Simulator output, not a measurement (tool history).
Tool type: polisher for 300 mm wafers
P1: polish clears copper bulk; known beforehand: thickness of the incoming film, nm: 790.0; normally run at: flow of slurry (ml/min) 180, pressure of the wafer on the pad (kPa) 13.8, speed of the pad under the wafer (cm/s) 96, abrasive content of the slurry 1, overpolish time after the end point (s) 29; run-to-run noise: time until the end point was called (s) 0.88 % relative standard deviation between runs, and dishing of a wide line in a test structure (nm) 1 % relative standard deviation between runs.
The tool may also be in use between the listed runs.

run   hour  flow of slurry (ml/min)  pressure of the wafer on the pad (kPa)  speed of the pad under the wafer (cm/s)  abrasive content of the slurry  overpolish time after the end point (s)  wafers polished on this pad  hours since the slurry nozzle was cleaned  hours since the head pressure was calibrated  hours since the slurry blender was calibrated  time until the end point was called (s)  dishing of a wide line in a test structure (nm)
  1   12.1                      180                                    13.8                                       96                               1                                       29                          509                                      472.7                                         605.9                                          203.5                                   138.87                                           75.556
  2   26.3                      180                                    13.8                                       96                               1                                       29                          646                                      486.9                                         620.1                                          217.7                                   138.76                                           74.356
  3   35.8                      110                                    13.8                                       96                               1                                       29                          738                                      496.4                                         629.6                                          227.2                                   154.35                                           70.857
  4   45.4                      235                                    18.6                                       96                               1                                       29                          831                                        506                                         639.2                                          236.8                                   100.43                                           93.702
  5   54.4                      180                                    13.8                                      142                             1.3                                       29                          918                                        515                                         648.2                                          245.8                                   89.567                                           89.373
  6   65.1                      180                                    13.8                                       96                            0.55                                       29                         1022                                      525.7                                         658.9                                          256.5                                   159.93                                           69.202
  7   78.3                      180                                    13.8                                       96                               1                                        9                         1149                                      538.9                                         672.1                                          269.7                                   138.48                                           32.981
  8   89.1                      180                                    13.8                                       96                               1                                       29                         1254                                      549.7                                         682.9                                          280.5                                   139.85                                           75.215
  9   99.4                      180                                    13.8                                       44                               1                                       29                         1353                                        560                                         693.2                                          290.8                                   303.52                                           45.552
 10  107.3                      180                                    13.8                                      136                               1                                       29                         1430                                      567.9                                         701.1                                          298.7                                   99.993                                           86.582
 11  123.6                      180                                    13.8                                       96                               1                                       29                         1587                                      584.2                                         717.4                                            315                                   139.71                                            75.21
 12  131.3                      180                                     8.3                                       96                               1                                       29                         1662                                      591.9                                         725.1                                          322.7                                    230.4                                           49.833
 13  141.1                      180                                    13.8                                       96                             1.2                                       56                         1757                                      601.7                                         734.9                                          332.5                                   134.61                                           96.824
 14  148.9                      180                                    13.8                                       96                               1                                       50                         1832                                      609.5                                         742.7                                          340.3                                   139.15                                           93.474
 15  159.2                      180                                    21.4                                       96                               1                                       29                         1932                                      619.8                                           753                                          350.6                                   89.562                                           101.26
 16  172.4                      180                                    13.8                                       96                               1                                       29                         2059                                        633                                         766.2                                          363.8                                   138.71                                           73.368
 17  186.4                      180                                    13.8                                       96                               1                                       29                         2195                                        647                                         780.2                                          377.8                                   138.27                                           74.946
 18  196.8                      180                                    13.8                                       96                             1.5                                       29                         2295                                      657.4                                         790.6                                          388.2                                   126.73                                           76.939
 19  213.3                      280                                    13.8                                       96                               1                                       29                         2455                                      673.9                                         807.1                                          404.7                                   134.02                                           76.419
 20  228.5                      180                                    13.8                                       96                               1                                       29                         2602                                      689.1                                         822.3                                          419.9                                    137.4                                           74.048
 21  239.3                      180                                    13.8                                       96                               1                                       29                         2706                                      699.9                                         833.1                                          430.7                                   137.95                                           75.526
 22  246.4                      180                                    13.8                                       96                               1                                       29                         2775                                        707                                         840.2                                          437.8                                   138.48                                           73.194
 23  253.5                      180                                    13.8                                       96                               1                                       29                         2843                                      714.1                                         847.3                                          444.9                                   141.37                                            74.57
 24  266.8                      180                                    13.8                                       96                               1                                       29                         2972                                      727.4                                         860.6                                          458.2                                   145.94                                           72.674
 25  277.2                      180                                    13.8                                       96                               1                                       29                         3073                                      737.8                                           871                                          468.6                                   147.05                                           73.112
     287.2  -- worn pad replaced by a new one
 26  292.4                      180                                    13.8                                       96                               1                                       29                           50                                        753                                         886.2                                          483.8                                   147.39                                           71.665
     301.8  -- head pressure recalibrated
 27  304.8                      180                                    13.8                                       96                               1                                       29                          170                                      765.4                                             3                                          496.2                                   146.49                                           71.817
 28  312.4                      180                                    13.8                                       96                               1                                       29                          244                                        773                                          10.6                                          503.8                                   150.04                                           71.144
 29  321.7                      180                                    13.8                                       96                               1                                       29                          334                                      782.3                                          19.9                                          513.1                                   148.09                                            72.16
 30    331                      180                                    13.8                                       96                               1                                       29                          424                                      791.6                                          29.2                                          522.4                                   148.42                                           73.488

Something has made what P1 gives creep away from where it was; the 2 causes below, each at its own stated size, fit the log equally well:
A: abrasive missing from the slurry, % = 25.2
B: slurry flow missing at the pad, % = 30
Onset of the creep was near hour 239.3.
All other causes, with the reason each is excluded:
removal rate lost through wear of the pad, %: maintenance at hour 287.2, after the shift began, did not return the process to its former output
head's pressure below its setpoint, %: maintenance at hour 301.8, after the shift began, did not return the process to its former output

Of the 4 check runs below, each run on 5 wafers with the results averaged and each result still a question mark, which one would tell the listed causes apart?
check 1  340.3                      180                                    13.8                                       96                               1                                       11                                                                                                                                                                                                             ?                                                ?
check 2  340.3                      110                                    20.7                                       96                               1                                       29                                                                                                                                                                                                             ?                                                ?
check 3  340.3                      180                                    13.8                                       48                               1                                       29                                                                                                                                                                                                             ?                                                ?
check 4  340.3                      180                                    13.8                                      120                               1                                       15                                                                                                                                                                                                             ?                                                ?

Predicted outcomes, by check and by cause:
  check                                           result    if A    if B
check 1          time until the end point was called (s)  148.17   148.2
check 1  dishing of a wide line in a test structure (nm)  37.165  37.158
check 2          time until the end point was called (s)  108.14  111.93
check 2  dishing of a wide line in a test structure (nm)  92.295  90.741
check 3          time until the end point was called (s)  296.33   296.4
check 3  dishing of a wide line in a test structure (nm)   46.02  46.012
check 4          time until the end point was called (s)  118.53  118.56
check 4  dishing of a wide line in a test structure (nm)  55.269   55.26
How far apart the two closest causes lie, in the result that separates them most: check 1 0.02 %; check 2 3.44 %; check 3 0.02 %; check 4 0.02 %
Check 2 tells the causes apart: in the others they would give nearly the same result.

The results of check 2 are: time until the end point was called (s) 108.36; dishing of a wide line in a test structure (nm) 91.376. Based on these, which of the listed causes is it?

The cause is A: abrasive missing from the slurry, %.
